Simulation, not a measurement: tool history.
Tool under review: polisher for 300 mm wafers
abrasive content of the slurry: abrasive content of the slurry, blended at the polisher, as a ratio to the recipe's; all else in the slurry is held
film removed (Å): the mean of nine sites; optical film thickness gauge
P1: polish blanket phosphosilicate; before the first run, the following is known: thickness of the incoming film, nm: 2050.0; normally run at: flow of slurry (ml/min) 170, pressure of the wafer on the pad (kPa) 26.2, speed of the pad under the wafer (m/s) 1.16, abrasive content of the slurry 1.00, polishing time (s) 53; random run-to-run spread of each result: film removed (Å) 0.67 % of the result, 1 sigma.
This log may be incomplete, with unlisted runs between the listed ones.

run,hour,flow of slurry (ml/min),pressure of the wafer on the pad (kPa),speed of the pad under the wafer (m/s),abrasive content of the slurry,polishing time (s),wafers polished on this pad,hours since the slurry nozzle was cleaned,hours since the head pressure was calibrated,hours since the slurry blender was calibrated,hours since the conditioning disc was replaced,film removed (Å)
1,2.7,170,26.2,1.16,1.00,53,133,326.9,190.5,166.9,108.7,7096.3
# hour 7.6: head pressure recalibrated
2,7.7,170,26.2,1.16,1.00,53,198,331.9,0.1,171.9,113.7,7058.7
3,12.1,170,26.2,0.70,1.00,53,256,336.3,4.5,176.3,118.1,4762.8
4,16.0,170,26.2,1.16,0.75,76,307,340.2,8.4,180.2,122.0,8819.1
5,19.4,170,40.0,1.16,1.00,53,352,343.6,11.8,183.6,125.4,10866.0
6,25.3,245,26.2,1.16,1.00,53,430,349.5,17.7,189.5,131.3,7596.8
7,28.2,170,26.2,1.16,1.00,53,468,352.4,20.6,192.4,134.2,7114.0
8,33.5,170,26.2,1.16,1.45,53,537,357.7,25.9,197.7,139.5,8311.6
9,37.4,170,13.1,1.16,1.00,53,589,361.6,29.8,201.6,143.4,3578.2
10,43.5,170,26.2,1.16,0.50,53,669,367.7,35.9,207.7,149.5,4945.0
11,48.2,170,26.2,1.16,1.00,53,731,372.4,40.6,212.4,154.2,7169.5
12,51.8,170,26.2,1.16,1.00,38,778,376.0,44.2,216.0,157.8,5111.3
13,57.4,170,26.2,1.82,1.00,53,852,381.6,49.8,221.6,163.4,10334.0
14,60.8,100,26.2,1.16,1.00,53,896,385.0,53.2,225.0,166.8,6427.9
15,64.7,170,26.2,1.16,1.00,83,948,388.9,57.1,228.9,170.7,11117.0

The next listed run, before its measurement:
16,68.0,170,26.2,1.16,1.00,53,991,392.2,60.4,232.2,174.0,?

film removed (Å): 7057.1

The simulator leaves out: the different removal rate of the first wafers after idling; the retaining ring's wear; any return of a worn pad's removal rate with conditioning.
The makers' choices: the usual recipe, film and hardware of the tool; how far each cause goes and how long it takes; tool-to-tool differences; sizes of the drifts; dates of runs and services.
